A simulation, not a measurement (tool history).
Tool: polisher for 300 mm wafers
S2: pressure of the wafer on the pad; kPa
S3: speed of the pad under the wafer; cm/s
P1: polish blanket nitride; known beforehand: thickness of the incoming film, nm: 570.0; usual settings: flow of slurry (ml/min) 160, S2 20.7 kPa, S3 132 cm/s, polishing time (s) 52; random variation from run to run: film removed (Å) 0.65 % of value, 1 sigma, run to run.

{"run": 1, "hour": 4.0, "flow of slurry (ml/min)": 160, "S2": 20.7, "S3": 132, "polishing time (s)": 52, "film removed (Å)": 1127.6}
{"run": 2, "hour": 12.0, "flow of slurry (ml/min)": 160, "S2": 20.7, "S3": 132, "polishing time (s)": 23, "film removed (Å)": 494.31}
{"run": 3, "hour": 18.8, "flow of slurry (ml/min)": 160, "S2": 20.7, "S3": 70, "polishing time (s)": 52, "film removed (Å)": 679.73}
{"run": 4, "hour": 22.7, "flow of slurry (ml/min)": 160, "S2": 20.7, "S3": 132, "polishing time (s)": 52, "film removed (Å)": 1126.1}
{"run": 5, "hour": 30.8, "flow of slurry (ml/min)": 160, "S2": 20.7, "S3": 132, "polishing time (s)": 52, "film removed (Å)": 1135.5}
{"run": 6, "hour": 36.3, "flow of slurry (ml/min)": 105, "S2": 20.7, "S3": 132, "polishing time (s)": 52, "film removed (Å)": 1031.4}
{"run": 7, "hour": 41.6, "flow of slurry (ml/min)": 160, "S2": 20.7, "S3": 206, "polishing time (s)": 52, "film removed (Å)": 1607.4}
{"run": 8, "hour": 48.1, "flow of slurry (ml/min)": 160, "S2": 29.0, "S3": 132, "polishing time (s)": 77, "film removed (Å)": 2323.1}
{"run": 9, "hour": 52.9, "flow of slurry (ml/min)": 245, "S2": 20.7, "S3": 132, "polishing time (s)": 52, "film removed (Å)": 1206.0}
{"run": 10, "hour": 56.7, "flow of slurry (ml/min)": 160, "S2": 20.7, "S3": 132, "polishing time (s)": 52, "film removed (Å)": 1137.7}
{"hour": 60.2, "done": "slurry nozzle cleaned"}
{"run": 11, "hour": 64.0, "flow of slurry (ml/min)": 160, "S2": 20.7, "S3": 132, "polishing time (s)": 52, "film removed (Å)": 1127.4}
{"run": 12, "hour": 70.7, "flow of slurry (ml/min)": 100, "S2": 14.5, "S3": 132, "polishing time (s)": 52, "film removed (Å)": 711.15}

Run 13, settings as shown, results not yet in. Your forecast:
{"run": 13, "hour": 76.8, "flow of slurry (ml/min)": 160, "S2": 14.5, "S3": 132, "polishing time (s)": 52, "film removed (Å)": "?"}

{"run 13": {"film removed (Å)": 789.84}}
